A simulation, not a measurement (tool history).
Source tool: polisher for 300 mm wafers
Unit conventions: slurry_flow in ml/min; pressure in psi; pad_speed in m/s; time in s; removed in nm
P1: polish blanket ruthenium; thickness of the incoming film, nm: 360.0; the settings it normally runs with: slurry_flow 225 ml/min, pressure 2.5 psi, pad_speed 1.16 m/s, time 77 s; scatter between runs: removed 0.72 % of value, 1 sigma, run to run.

| run | day | slurry_flow | pressure | pad_speed | time | wafers polished on this pad | hours since the slurry nozzle was cleaned | hours since the head pressure was calibrated | removed |
|---|---|---|---|---|---|---|---|---|---|
| 1 | 0.267 | 225 | 2.5 | 1.16 | 77 | 249 | 153.2 | 661.0 | 113.550 |
| 2 | 0.554 | 135 | 2.5 | 1.16 | 77 | 285 | 160.1 | 667.9 | 105.880 |
| 3 | 0.850 | 225 | 2.5 | 1.16 | 77 | 323 | 167.2 | 675.0 | 115.150 |
| 4 | 1.117 | 225 | 2.5 | 1.16 | 35 | 356 | 173.6 | 681.4 | 51.458 |
| 5 | 1.296 | 225 | 1.1 | 1.16 | 77 | 379 | 177.9 | 685.7 | 49.671 |
| 6 | 1.433 | 225 | 2.5 | 1.16 | 77 | 396 | 181.2 | 689.0 | 112.730 |
| 7 | 1.625 | 170 | 2.5 | 0.76 | 77 | 420 | 185.8 | 693.6 | 70.839 |
| 8 | 1.862 | 225 | 3.9 | 1.16 | 77 | 450 | 191.5 | 699.3 | 176.440 |
| 9 | 2.125 | 225 | 2.5 | 1.16 | 101 | 484 | 197.8 | 705.6 | 150.040 |
| 10 | 2.396 | 225 | 1.5 | 0.54 | 77 | 518 | 204.3 | 712.1 | 31.800 |
| 11 | 2.625 | 225 | 2.5 | 1.76 | 77 | 547 | 209.8 | 717.6 | 171.240 |
| 12 | 2.758 | 225 | 2.5 | 1.16 | 77 | 563 | 213.0 | 720.8 | 113.730 |
| 13 | 2.908 | 225 | 2.5 | 1.16 | 77 | 582 | 216.6 | 724.4 | 113.500 |
| 14 | 3.058 | 135 | 2.5 | 1.56 | 77 | 601 | 220.2 | 728.0 | 142.580 |
|  | 3.121 | slurry nozzle cleaned |
| 15 | 3.233 | 225 | 2.5 | 0.56 | 77 | 623 | 2.8 | 732.2 | 55.091 |
| 16 | 3.462 | 345 | 2.5 | 1.16 | 77 | 652 | 8.3 | 737.7 | 120.700 |
| 17 | 3.721 | 225 | 2.5 | 1.16 | 77 | 685 | 14.5 | 743.9 | 113.230 |
| 18 | 3.908 | 225 | 2.5 | 1.16 | 77 | 709 | 19.0 | 748.4 | 111.830 |

Run 19 comes next. What will it give?
| 19 | 4.175 | 225 | 2.5 | 1.16 | 77 | 742 | 25.4 | 754.8 | ? |

{"run 19": {"removed": 109.73}}
